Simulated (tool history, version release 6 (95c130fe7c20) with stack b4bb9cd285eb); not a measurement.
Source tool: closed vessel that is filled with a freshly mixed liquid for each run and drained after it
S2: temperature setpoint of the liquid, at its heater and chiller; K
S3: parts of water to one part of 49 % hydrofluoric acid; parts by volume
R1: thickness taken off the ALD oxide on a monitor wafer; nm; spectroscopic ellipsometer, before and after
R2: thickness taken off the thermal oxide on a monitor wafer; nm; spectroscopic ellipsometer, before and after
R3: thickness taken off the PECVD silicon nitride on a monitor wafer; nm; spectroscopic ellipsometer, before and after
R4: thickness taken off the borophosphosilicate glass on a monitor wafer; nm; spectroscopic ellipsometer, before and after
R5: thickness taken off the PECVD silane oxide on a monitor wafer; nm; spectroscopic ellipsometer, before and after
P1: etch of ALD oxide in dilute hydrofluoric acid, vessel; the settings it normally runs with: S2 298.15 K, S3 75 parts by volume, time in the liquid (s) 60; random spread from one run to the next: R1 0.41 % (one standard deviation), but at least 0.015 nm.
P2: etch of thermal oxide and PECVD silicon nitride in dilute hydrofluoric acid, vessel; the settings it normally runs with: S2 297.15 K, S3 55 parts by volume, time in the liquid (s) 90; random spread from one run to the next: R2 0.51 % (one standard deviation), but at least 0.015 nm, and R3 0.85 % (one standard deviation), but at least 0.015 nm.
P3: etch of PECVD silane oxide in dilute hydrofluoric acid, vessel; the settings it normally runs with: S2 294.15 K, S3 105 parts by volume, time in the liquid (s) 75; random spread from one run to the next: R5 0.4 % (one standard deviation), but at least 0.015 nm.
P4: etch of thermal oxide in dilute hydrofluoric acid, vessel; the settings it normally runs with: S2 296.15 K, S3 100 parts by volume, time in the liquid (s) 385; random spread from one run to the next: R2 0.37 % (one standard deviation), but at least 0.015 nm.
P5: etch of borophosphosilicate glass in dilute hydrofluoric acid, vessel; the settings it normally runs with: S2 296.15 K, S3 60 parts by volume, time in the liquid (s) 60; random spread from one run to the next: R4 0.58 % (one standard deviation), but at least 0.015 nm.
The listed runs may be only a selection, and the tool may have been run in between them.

Run 1, day 0.246: process that ran P1, S2 298.15 K, S3 75 parts by volume, time in the liquid (s) 60. Result: R1 28.280 nm.
Run 2, day 0.508: process that ran P1, S2 298.15 K, S3 75 parts by volume, time in the liquid (s) 60. Result: R1 28.337 nm.
Run 3, day 0.733: process that ran P1, S2 301.65 K, S3 105 parts by volume, time in the liquid (s) 60. Result: R1 22.116 nm.
Run 4, day 1.133: process that ran P2, S2 297.15 K, S3 55 parts by volume, time in the liquid (s) 90. Result: R2 7.4513 nm, R3 2.8157 nm.
Run 5, day 1.471: process that ran P2, S2 297.15 K, S3 25 parts by volume, time in the liquid (s) 90. Result: R2 17.1550 nm, R3 6.0447 nm.
Run 6, day 1.950: process that ran P5, S2 296.15 K, S3 60 parts by volume, time in the liquid (s) 60. Result: R4 49.766 nm.
Run 7, day 2.267: process that ran P5, S2 296.15 K, S3 25 parts by volume, time in the liquid (s) 60. Result: R4 124.420 nm.
Run 8, day 2.642: process that ran P1, S2 298.15 K, S3 75 parts by volume, time in the liquid (s) 60. Result: R1 28.281 nm.
Run 9, day 3.017: process that ran P4, S2 296.15 K, S3 170 parts by volume, time in the liquid (s) 385. Result: R2 9.9996 nm.
Run 10, day 3.500: process that ran P3, S2 294.15 K, S3 105 parts by volume, time in the liquid (s) 75. Result: R5 18.915 nm.
Run 11, day 3.879: process that ran P5, S2 296.15 K, S3 60 parts by volume, time in the liquid (s) 30. Result: R4 25.091 nm.
Run 12, day 4.117: process that ran P2, S2 301.15 K, S3 55 parts by volume, time in the liquid (s) 90. Result: R2 8.8053 nm, R3 3.6525 nm.
Run 13, day 4.617: process that ran P3, S2 298.65 K, S3 105 parts by volume, time in the liquid (s) 75. Result: R5 22.768 nm.
Run 14, day 4.996: process that ran P3, S2 294.15 K, S3 60 parts by volume, time in the liquid (s) 75. Result: R5 35.057 nm.
Run 15, day 5.483: process that ran P3, S2 294.15 K, S3 105 parts by volume, time in the liquid (s) 130. Result: R5 32.657 nm.
Run 16, day 5.796: process that ran P1, S2 298.15 K, S3 115 parts by volume, time in the liquid (s) 60. Result: R1 17.484 nm.
Run 17, day 6.133: process that ran P4, S2 290.15 K, S3 100 parts by volume, time in the liquid (s) 385. Result: R2 14.2720 nm.
Run 18, day 6.492: process that ran P1, S2 298.15 K, S3 75 parts by volume, time in the liquid (s) 30. Result: R1 14.072 nm.
Run 19, day 6.792: process that ran P5, S2 290.65 K, S3 60 parts by volume, time in the liquid (s) 60. Result: R4 40.011 nm.
Run 20, day 7.038: process that ran P1, S2 298.15 K, S3 75 parts by volume, time in the liquid (s) 100. Result: R1 46.780 nm.
Run 21, day 7.254: process that ran P1, S2 290.15 K, S3 75 parts by volume, time in the liquid (s) 60. Result: R1 20.216 nm.
At day 7.258: hydrofluoric acid flow meter replaced.
Run 22, day 7.654: process that ran P4, S2 296.15 K, S3 100 parts by volume, time in the liquid (s) 585. Result: R2 27.7260 nm.
Run 23, day 7.962: process that ran P4, S2 296.15 K, S3 100 parts by volume, time in the liquid (s) 385. Result: R2 18.3510 nm.
Run 24, day 8.371: process that ran P1, S2 298.15 K, S3 75 parts by volume, time in the liquid (s) 60. Result: R1 28.184 nm.
Run 25, day 8.779: process that ran P2, S2 297.15 K, S3 55 parts by volume, time in the liquid (s) 175. Result: R2 14.5670 nm, R3 5.4234 nm.
Run 26, day 9.054: process that ran P1, S2 298.15 K, S3 130 parts by volume, time in the liquid (s) 115. Result: R1 28.891 nm.
Run 27, day 9.492: process that ran P1, S2 306.65 K, S3 75 parts by volume, time in the liquid (s) 60. Result: R1 39.216 nm.
Run 28, day 9.854: process that ran P3, S2 294.15 K, S3 105 parts by volume, time in the liquid (s) 75. Result: R5 18.964 nm.
Run 29, day 10.333: process that ran P1, S2 298.15 K, S3 25 parts by volume, time in the liquid (s) 60. Result: R1 90.765 nm.
Run 30, day 10.658: process that ran P1, S2 298.15 K, S3 75 parts by volume, time in the liquid (s) 60. Result: R1 28.190 nm.
Run 31, day 10.992: process that ran P1, S2 298.15 K, S3 75 parts by volume, time in the liquid (s) 60. Result: R1 28.889 nm.
Run 32, day 11.375: process that ran P1, S2 298.15 K, S3 75 parts by volume, time in the liquid (s) 60. Result: R1 29.356 nm.
Run 33, day 11.679: process that ran P1, S2 298.15 K, S3 75 parts by volume, time in the liquid (s) 60. Result: R1 29.449 nm.
Run 34, day 12.179: process that ran P1, S2 298.15 K, S3 75 parts by volume, time in the liquid (s) 60. Result: R1 29.842 nm.
Run 35, day 12.471: process that ran P1, S2 298.15 K, S3 75 parts by volume, time in the liquid (s) 60. Result: R1 29.846 nm.
Run 36, day 12.854: process that ran P1, S2 298.15 K, S3 75 parts by volume, time in the liquid (s) 60. Result: R1 29.804 nm.

Forecast run 37:
Run 37, day 13.112: process that ran P1, S2 298.15 K, S3 75 parts by volume, time in the liquid (s) 60. Result: R1 ?.

R1: 30.185 nm
